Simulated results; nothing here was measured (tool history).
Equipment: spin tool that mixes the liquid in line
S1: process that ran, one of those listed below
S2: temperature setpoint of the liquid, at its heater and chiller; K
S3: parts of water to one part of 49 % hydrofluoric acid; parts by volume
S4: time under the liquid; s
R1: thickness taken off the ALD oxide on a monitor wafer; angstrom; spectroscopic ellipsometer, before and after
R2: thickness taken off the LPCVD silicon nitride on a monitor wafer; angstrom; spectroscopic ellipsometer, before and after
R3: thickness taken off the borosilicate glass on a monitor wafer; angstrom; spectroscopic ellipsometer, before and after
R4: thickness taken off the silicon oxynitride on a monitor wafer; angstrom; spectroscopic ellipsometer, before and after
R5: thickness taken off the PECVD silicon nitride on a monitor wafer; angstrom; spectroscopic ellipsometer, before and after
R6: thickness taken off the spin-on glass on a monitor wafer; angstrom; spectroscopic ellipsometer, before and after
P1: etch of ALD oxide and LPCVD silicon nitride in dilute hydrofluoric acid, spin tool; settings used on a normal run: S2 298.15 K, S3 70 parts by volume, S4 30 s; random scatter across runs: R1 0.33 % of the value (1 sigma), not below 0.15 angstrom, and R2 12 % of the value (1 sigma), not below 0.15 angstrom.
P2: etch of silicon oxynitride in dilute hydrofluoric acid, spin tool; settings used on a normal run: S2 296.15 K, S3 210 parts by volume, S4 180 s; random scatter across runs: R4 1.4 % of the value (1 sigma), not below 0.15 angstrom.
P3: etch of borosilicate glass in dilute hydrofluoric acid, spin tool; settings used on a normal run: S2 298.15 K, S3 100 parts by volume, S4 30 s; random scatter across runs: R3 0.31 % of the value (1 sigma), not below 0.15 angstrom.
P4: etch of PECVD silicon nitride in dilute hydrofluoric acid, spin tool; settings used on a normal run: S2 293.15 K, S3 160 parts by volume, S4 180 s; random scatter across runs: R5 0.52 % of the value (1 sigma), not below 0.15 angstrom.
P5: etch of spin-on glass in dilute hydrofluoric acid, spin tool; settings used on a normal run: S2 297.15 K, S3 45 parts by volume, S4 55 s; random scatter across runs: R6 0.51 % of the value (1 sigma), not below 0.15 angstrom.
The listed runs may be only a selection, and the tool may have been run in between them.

run   hour  S1      S2   S3   S4      R1       R2      R3      R4      R5      R6
  1    3.2  P1  298.15   70   30  86.819    2.218
  2    8.2  P3  298.15   20   30                   515.21
  3     13  P2  296.15  210  180                           18.166
  4   18.2  P1  305.15   70   30  113.77   3.1831
  5     23  P4  293.15   50  180                                   152.29
  6   26.8  P4  293.15  160  180                                   48.759
  7   31.4  P2  296.15  210  320                           31.397
  8   36.8  P1  291.15   70   30  64.982   1.8648
  9   40.5  P5  292.15   45   55                                            433.1
 10     45  P1  298.15   70   15  43.313  0.78216
 11   51.3  P1  298.15   70   30  86.829   1.8008
 12     57  P1  298.15   70   50  144.38   3.7302
 13     63  P2  291.15  210  180                           14.629
 14   67.6  P1  298.15   70   30  87.099   1.9775
 15   71.8  P2  296.15  210  180                           17.535
 16   79.1  P3  298.15  100   30                   93.034
 17   84.1  P1  303.65   70   15  53.882    1.668
 18   90.8  P4  293.15  160   15                                   4.0825
 19   94.1  P4  293.15  160  180                                   48.765
 20  100.2  P5  297.15   70   55                                           333.77
 21  105.1  P1  298.15   40   30   157.9   4.5362
 22    110  P1  298.15   70   30  86.498   1.9769
 23    117  P4  290.15  160  180                                   39.346
 24    124  P5  297.15   45   15                                           145.84
 25  131.3  P3  298.15  100   15                   46.654
 26  136.5  P1  298.15   70   30  86.584   2.2501
 27  142.1  P3  293.15  100   30                   76.758
 28  147.8  P1  298.15   70   30  86.381   2.4258
 29  153.9  P5  297.15   45   55                                           529.78
 30  158.9  P1  298.15  125   30  45.607  0.87001
 31  166.3  P1  298.15   70   30  86.484   2.1476
 32  172.3  P2  296.15   70  180                           61.028
 33  179.5  P1  298.15   70   30  87.019   2.4756
 34  186.4  P1  298.15   70   30  90.134   2.2813
 35  190.7  P1  298.15   70   30  91.481   2.1962
 36    195  P1  298.15   70   30  91.848   1.7421
 37  198.2  P1  298.15   70   30  91.718   2.5451
 38  205.1  P1  298.15   70   30  93.276   2.0679
 39  212.5  P1  298.15   70   30  92.897   2.1379

Compared with where it was, what P1 gives has crept away. Each cause listed below fits the log as well as the rest, at the size given for it:
A: liquid hotter than its thermometer reads (K) = 1.67
B: hydrofluoric acid flow above the setpoint (%) = 6.28
Creep in the process output first set in at about hour 179.5.

The check runs listed below each take one wafer, and their results are still question marks. Under which run would the listed causes lead to clearly different results?
check 1  219.9  P4  293.15  160  180                   ?
check 2  219.9  P3  298.15  100   30           ?
check 3  219.9  P5  297.15   45   55                       ?
check 4  219.9  P2  296.15  210  180               ?

How each check would come out, cause by cause:
  check  result    if A    if B
check 1      R5  54.472   51.76
check 2      R3  99.288  99.618
check 3      R6  569.84  567.52
check 4      R4  19.336  19.252
Gap, in per cent, between the two causes that each check separates least, read from the result that separates them most: check 1 5.11 %; check 2 0.33 %; check 3 0.41 %; check 4 0.43 %
Only check 1 tells the causes apart: in the others they would give nearly the same result.

Then check 1 was run and gave: R5 51.864 angstrom. Which cause is it?

B is the cause: hydrofluoric acid flow above the setpoint (%).

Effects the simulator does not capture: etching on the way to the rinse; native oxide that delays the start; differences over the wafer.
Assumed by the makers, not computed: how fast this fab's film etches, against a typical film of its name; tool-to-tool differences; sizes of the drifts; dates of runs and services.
